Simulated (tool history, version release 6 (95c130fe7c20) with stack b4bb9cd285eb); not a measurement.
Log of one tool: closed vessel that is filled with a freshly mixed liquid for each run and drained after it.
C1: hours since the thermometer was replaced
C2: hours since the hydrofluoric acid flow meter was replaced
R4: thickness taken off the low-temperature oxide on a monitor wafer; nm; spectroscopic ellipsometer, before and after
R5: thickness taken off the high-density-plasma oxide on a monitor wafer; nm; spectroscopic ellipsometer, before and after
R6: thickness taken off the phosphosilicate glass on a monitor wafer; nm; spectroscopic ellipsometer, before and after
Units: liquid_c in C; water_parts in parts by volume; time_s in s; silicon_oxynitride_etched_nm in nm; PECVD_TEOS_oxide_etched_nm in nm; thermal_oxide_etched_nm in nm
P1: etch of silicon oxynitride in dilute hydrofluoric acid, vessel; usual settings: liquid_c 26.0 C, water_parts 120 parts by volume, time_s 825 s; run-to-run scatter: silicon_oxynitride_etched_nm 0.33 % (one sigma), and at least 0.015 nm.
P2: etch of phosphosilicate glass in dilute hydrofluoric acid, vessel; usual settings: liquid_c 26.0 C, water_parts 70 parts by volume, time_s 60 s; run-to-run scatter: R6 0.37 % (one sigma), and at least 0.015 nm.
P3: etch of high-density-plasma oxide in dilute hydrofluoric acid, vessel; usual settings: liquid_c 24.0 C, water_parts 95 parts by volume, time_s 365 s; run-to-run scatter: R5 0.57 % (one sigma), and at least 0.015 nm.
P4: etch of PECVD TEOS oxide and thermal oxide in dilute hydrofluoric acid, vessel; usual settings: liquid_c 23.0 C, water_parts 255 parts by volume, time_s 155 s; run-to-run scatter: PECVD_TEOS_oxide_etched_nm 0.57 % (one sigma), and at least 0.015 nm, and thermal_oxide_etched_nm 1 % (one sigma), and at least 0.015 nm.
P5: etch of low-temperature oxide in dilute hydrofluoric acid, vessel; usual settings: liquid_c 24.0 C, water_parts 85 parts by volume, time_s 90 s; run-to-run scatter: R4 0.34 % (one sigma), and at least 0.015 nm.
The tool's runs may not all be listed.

Run 1, hour 13.1: process P1, liquid_c 26.0 C, water_parts 120 parts by volume, time_s 825 s; C1 781.8; C2 1103.5. Result: silicon_oxynitride_etched_nm 24.5640 nm.
Run 2, hour 29.8: process P1, liquid_c 26.0 C, water_parts 120 parts by volume, time_s 825 s; C1 798.5; C2 1120.2. Result: silicon_oxynitride_etched_nm 24.6300 nm.
Run 3, hour 39.4: process P1, liquid_c 26.0 C, water_parts 210 parts by volume, time_s 1480 s; C1 808.1; C2 1129.8. Result: silicon_oxynitride_etched_nm 23.4430 nm.
Run 4, hour 49.1: process P4, liquid_c 23.0 C, water_parts 255 parts by volume, time_s 65 s; C1 817.8; C2 1139.5. Result: PECVD_TEOS_oxide_etched_nm 4.3206 nm, thermal_oxide_etched_nm 0.94651 nm.
Run 5, hour 67.0: process P1, liquid_c 26.0 C, water_parts 120 parts by volume, time_s 1590 s; C1 835.7; C2 1157.4. Result: silicon_oxynitride_etched_nm 47.2130 nm.
Run 6, hour 76.4: process P5, liquid_c 17.0 C, water_parts 85 parts by volume, time_s 90 s; C1 845.1; C2 1166.8. Result: R4 14.191 nm.
Run 7, hour 88.2: process P5, liquid_c 24.0 C, water_parts 20 parts by volume, time_s 90 s; C1 856.9; C2 1178.6. Result: R4 86.664 nm.
Run 8, hour 104.7: process P5, liquid_c 24.0 C, water_parts 85 parts by volume, time_s 90 s; C1 873.4; C2 1195.1. Result: R4 18.800 nm.
Run 9, hour 116.6: process P1, liquid_c 26.0 C, water_parts 120 parts by volume, time_s 60 s; C1 885.3; C2 1207.0. Result: silicon_oxynitride_etched_nm 1.7822 nm.
Run 10, hour 134.0: process P1, liquid_c 26.0 C, water_parts 190 parts by volume, time_s 825 s; C1 902.7; C2 1224.4. Result: silicon_oxynitride_etched_nm 14.6510 nm.
Run 11, hour 142.1: process P1, liquid_c 26.0 C, water_parts 120 parts by volume, time_s 825 s; C1 910.8; C2 1232.5. Result: silicon_oxynitride_etched_nm 24.5450 nm.
Run 12, hour 151.8: process P5, liquid_c 24.0 C, water_parts 85 parts by volume, time_s 30 s; C1 920.5; C2 1242.2. Result: R4 6.243 nm.
Run 13, hour 160.5: process P1, liquid_c 26.0 C, water_parts 170 parts by volume, time_s 1155 s; C1 929.2; C2 1250.9. Result: silicon_oxynitride_etched_nm 23.1220 nm.
Run 14, hour 178.5: process P1, liquid_c 31.5 C, water_parts 120 parts by volume, time_s 825 s; C1 947.2; C2 1268.9. Result: silicon_oxynitride_etched_nm 31.4630 nm.
Run 15, hour 192.5: process P3, liquid_c 24.0 C, water_parts 95 parts by volume, time_s 525 s; C1 961.2; C2 1282.9. Result: R5 55.667 nm.
Run 16, hour 203.2: process P1, liquid_c 20.5 C, water_parts 120 parts by volume, time_s 825 s; C1 971.9; C2 1293.6. Result: silicon_oxynitride_etched_nm 18.9570 nm.
Run 17, hour 219.9: process P4, liquid_c 23.0 C, water_parts 50 parts by volume, time_s 155 s; C1 988.6; C2 1310.3. Result: PECVD_TEOS_oxide_etched_nm 66.2970 nm, thermal_oxide_etched_nm 14.69500 nm.
Run 18, hour 235.7: process P1, liquid_c 26.0 C, water_parts 120 parts by volume, time_s 825 s; C1 1004.4; C2 1326.1. Result: silicon_oxynitride_etched_nm 24.6010 nm.
Run 19, hour 250.2: process P4, liquid_c 23.0 C, water_parts 255 parts by volume, time_s 155 s; C1 1018.9; C2 1340.6. Result: PECVD_TEOS_oxide_etched_nm 10.2600 nm, thermal_oxide_etched_nm 2.19850 nm.
Run 20, hour 261.5: process P3, liquid_c 24.0 C, water_parts 140 parts by volume, time_s 365 s; C1 1030.2; C2 1351.9. Result: R5 24.330 nm.
Run 21, hour 278.7: process P5, liquid_c 24.0 C, water_parts 85 parts by volume, time_s 90 s; C1 1047.4; C2 1369.1. Result: R4 18.752 nm.
Run 22, hour 294.5: process P2, liquid_c 18.5 C, water_parts 70 parts by volume, time_s 60 s; C1 1063.2; C2 1384.9. Result: R6 42.019 nm.
Run 23, hour 302.9: process P2, liquid_c 26.0 C, water_parts 70 parts by volume, time_s 60 s; C1 1071.6; C2 1393.3. Result: R6 56.425 nm.
Run 24, hour 318.4: process P4, liquid_c 30.5 C, water_parts 255 parts by volume, time_s 155 s; C1 1087.1; C2 1408.8. Result: PECVD_TEOS_oxide_etched_nm 13.3240 nm, thermal_oxide_etched_nm 2.88030 nm.
Run 25, hour 327.0: process P2, liquid_c 26.0 C, water_parts 20 parts by volume, time_s 60 s; C1 1095.7; C2 1417.4. Result: R6 212.760 nm.
Run 26, hour 339.5: process P3, liquid_c 24.0 C, water_parts 95 parts by volume, time_s 365 s; C1 1108.2; C2 1429.9. Result: R5 38.334 nm.
Run 27, hour 349.4: process P1, liquid_c 26.0 C, water_parts 40 parts by volume, time_s 1580 s; C1 1118.1; C2 1439.8. Result: silicon_oxynitride_etched_nm 151.5600 nm.
Run 28, hour 358.7: process P2, liquid_c 26.0 C, water_parts 70 parts by volume, time_s 60 s; C1 1127.4; C2 1449.1. Result: R6 56.427 nm.
Run 29, hour 368.5: process P1, liquid_c 26.0 C, water_parts 120 parts by volume, time_s 825 s; C1 1137.2; C2 1458.9. Result: silicon_oxynitride_etched_nm 24.5180 nm.
Run 30, hour 385.5: process P1, liquid_c 26.0 C, water_parts 120 parts by volume, time_s 825 s; C1 1154.2; C2 1475.9. Result: silicon_oxynitride_etched_nm 24.5560 nm.
At hour 393.9: thermometer replaced.
Run 31, hour 397.3: process P3, liquid_c 17.0 C, water_parts 95 parts by volume, time_s 365 s; C1 3.4; C2 1487.7. Result: R5 28.834 nm.
Run 32, hour 406.3: process P2, liquid_c 26.0 C, water_parts 70 parts by volume, time_s 30 s; C1 12.4; C2 1496.7. Result: R6 28.425 nm.
Run 33, hour 418.3: process P3, liquid_c 24.0 C, water_parts 95 parts by volume, time_s 365 s; C1 24.4; C2 1508.7. Result: R5 38.100 nm.
Run 34, hour 429.5: process P1, liquid_c 26.0 C, water_parts 65 parts by volume, time_s 825 s; C1 35.6; C2 1519.9. Result: silicon_oxynitride_etched_nm 47.7020 nm.
Run 35, hour 441.0: process P1, liquid_c 26.0 C, water_parts 120 parts by volume, time_s 825 s; C1 47.1; C2 1531.4. Result: silicon_oxynitride_etched_nm 24.5810 nm.
Run 36, hour 450.7: process P1, liquid_c 26.0 C, water_parts 120 parts by volume, time_s 825 s; C1 56.8; C2 1541.1. Result: silicon_oxynitride_etched_nm 25.3510 nm.
Run 37, hour 461.6: process P1, liquid_c 26.0 C, water_parts 120 parts by volume, time_s 825 s; C1 67.7; C2 1552.0. Result: silicon_oxynitride_etched_nm 25.6640 nm.
Run 38, hour 478.0: process P1, liquid_c 26.0 C, water_parts 120 parts by volume, time_s 825 s; C1 84.1; C2 1568.4. Result: silicon_oxynitride_etched_nm 26.2500 nm.
Run 39, hour 493.9: process P1, liquid_c 26.0 C, water_parts 120 parts by volume, time_s 825 s; C1 100.0; C2 1584.3. Result: silicon_oxynitride_etched_nm 26.3300 nm.
Run 40, hour 506.8: process P1, liquid_c 26.0 C, water_parts 120 parts by volume, time_s 825 s; C1 112.9; C2 1597.2. Result: silicon_oxynitride_etched_nm 26.3760 nm.
Run 41, hour 517.3: process P1, liquid_c 26.0 C, water_parts 120 parts by volume, time_s 825 s; C1 123.4; C2 1607.7. Result: silicon_oxynitride_etched_nm 26.3980 nm.
Run 42, hour 530.0: process P1, liquid_c 26.0 C, water_parts 120 parts by volume, time_s 825 s; C1 136.1; C2 1620.4. Result: silicon_oxynitride_etched_nm 26.3590 nm.

What P1 gives has crept away from where it was. These 2 causes fit the log equally well, each at the size given:
A: liquid hotter than its thermometer reads (K) = 1.61
B: hydrofluoric acid flow above the setpoint (%) = 6.86
The creep began at about hour 441.0.

4 check runs are offered, each on 3 wafers whose results are averaged, their results left as question marks. Which one tells the causes apart?
Run check 1, hour 542.7: process P3, liquid_c 19.5 C, water_parts 95 parts by volume, time_s 365 s. Result: R5 ?.
Run check 2, hour 542.7: process P5, liquid_c 17.0 C, water_parts 55 parts by volume, time_s 90 s. Result: R4 ?.
Run check 3, hour 542.7: process P2, liquid_c 20.0 C, water_parts 30 parts by volume, time_s 60 s. Result: R6 ?.
Run check 4, hour 542.7: process P4, liquid_c 28.0 C, water_parts 255 parts by volume, time_s 80 s. Result: PECVD_TEOS_oxide_etched_nm ?, thermal_oxide_etched_nm ?.

What each check would give under each cause:
  check                      result     if A     if B
check 1                          R5   34.000   34.239
check 2                          R4   24.088   24.110
check 3                          R6  116.280  116.270
check 4  PECVD_TEOS_oxide_etched_nm   6.6820   6.8881
check 4     thermal_oxide_etched_nm  1.45430  1.49910
How far apart the two closest causes lie, in the result that separates them most: check 1 0.7 %; check 2 0.09 %; check 3 0.02 %; check 4 3.04 %
Only check 4 tells the causes apart: in the others they would give nearly the same result.

Check 4 was then run and gave: PECVD_TEOS_oxide_etched_nm 6.6684 nm; thermal_oxide_etched_nm 1.45460 nm. Which cause is it?

It is A: liquid hotter than its thermometer reads (K).
